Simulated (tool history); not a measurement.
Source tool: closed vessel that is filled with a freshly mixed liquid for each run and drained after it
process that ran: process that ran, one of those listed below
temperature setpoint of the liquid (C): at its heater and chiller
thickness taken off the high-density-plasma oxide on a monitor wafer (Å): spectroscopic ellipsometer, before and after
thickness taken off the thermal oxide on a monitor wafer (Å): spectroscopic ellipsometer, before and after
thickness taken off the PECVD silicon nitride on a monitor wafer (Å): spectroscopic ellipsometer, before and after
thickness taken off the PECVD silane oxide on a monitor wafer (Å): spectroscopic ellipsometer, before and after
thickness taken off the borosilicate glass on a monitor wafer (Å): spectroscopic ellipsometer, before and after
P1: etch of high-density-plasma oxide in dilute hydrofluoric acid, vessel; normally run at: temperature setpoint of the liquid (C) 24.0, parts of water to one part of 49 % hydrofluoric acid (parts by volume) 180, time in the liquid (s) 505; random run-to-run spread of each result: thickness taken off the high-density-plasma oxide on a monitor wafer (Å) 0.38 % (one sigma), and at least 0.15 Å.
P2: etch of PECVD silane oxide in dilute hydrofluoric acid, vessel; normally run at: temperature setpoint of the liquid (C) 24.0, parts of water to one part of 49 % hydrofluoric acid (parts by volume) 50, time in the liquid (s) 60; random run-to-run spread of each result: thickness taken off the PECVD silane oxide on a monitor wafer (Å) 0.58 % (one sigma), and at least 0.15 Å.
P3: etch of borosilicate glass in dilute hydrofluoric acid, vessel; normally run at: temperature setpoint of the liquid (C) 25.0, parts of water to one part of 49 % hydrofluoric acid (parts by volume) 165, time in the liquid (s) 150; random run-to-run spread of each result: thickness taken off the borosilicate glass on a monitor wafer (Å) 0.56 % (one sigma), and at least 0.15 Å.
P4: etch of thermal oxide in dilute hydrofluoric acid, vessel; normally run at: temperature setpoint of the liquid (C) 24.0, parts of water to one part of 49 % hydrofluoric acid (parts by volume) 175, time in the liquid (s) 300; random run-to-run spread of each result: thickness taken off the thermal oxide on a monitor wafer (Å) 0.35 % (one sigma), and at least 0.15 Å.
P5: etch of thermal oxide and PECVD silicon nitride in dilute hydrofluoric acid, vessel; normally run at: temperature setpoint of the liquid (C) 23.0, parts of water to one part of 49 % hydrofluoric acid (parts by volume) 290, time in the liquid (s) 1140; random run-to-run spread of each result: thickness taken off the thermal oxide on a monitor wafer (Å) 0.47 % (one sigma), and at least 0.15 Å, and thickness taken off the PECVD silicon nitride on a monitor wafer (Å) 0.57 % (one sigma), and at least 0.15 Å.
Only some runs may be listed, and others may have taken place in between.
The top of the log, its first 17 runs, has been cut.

run,hour,process that ran,temperature setpoint of the liquid (C),parts of water to one part of 49 % hydrofluoric acid (parts by volume),time in the liquid (s),hours since the thermometer was replaced,hours since the hydrofluoric acid flow meter was replaced,thickness taken off the high-density-plasma oxide on a monitor wafer (Å),thickness taken off the thermal oxide on a monitor wafer (Å),thickness taken off the PECVD silicon nitride on a monitor wafer (Å),thickness taken off the PECVD silane oxide on a monitor wafer (Å),thickness taken off the borosilicate glass on a monitor wafer (Å)
18,54.7,P5,23.0,290,1140,422.4,859.3,,145.970,191.83,,
19,57.2,P1,28.0,180,505,424.9,861.8,208.520,,,,
20,60.1,P4,27.5,175,300,427.8,864.7,,82.645,,,
21,63.8,P3,25.0,165,275,431.5,868.4,,,,,350.67
22,67.6,P1,24.0,180,505,435.3,872.2,178.790,,,,
23,70.2,P2,20.0,50,60,437.9,874.8,,,,298.44,
24,72.3,P1,18.5,180,860,440.0,876.9,247.110,,,,
25,75.7,P1,24.0,180,135,443.4,880.3,47.855,,,,
26,78.9,P3,33.0,165,150,446.6,883.5,,,,,255.38

Estimate the outcome of run 27 from the log above:
27,82.8,P4,24.0,320,300,450.5,887.4,,?,,,

{"run 27": {"thickness taken off the thermal oxide on a monitor wafer (Å)": 34.667}}

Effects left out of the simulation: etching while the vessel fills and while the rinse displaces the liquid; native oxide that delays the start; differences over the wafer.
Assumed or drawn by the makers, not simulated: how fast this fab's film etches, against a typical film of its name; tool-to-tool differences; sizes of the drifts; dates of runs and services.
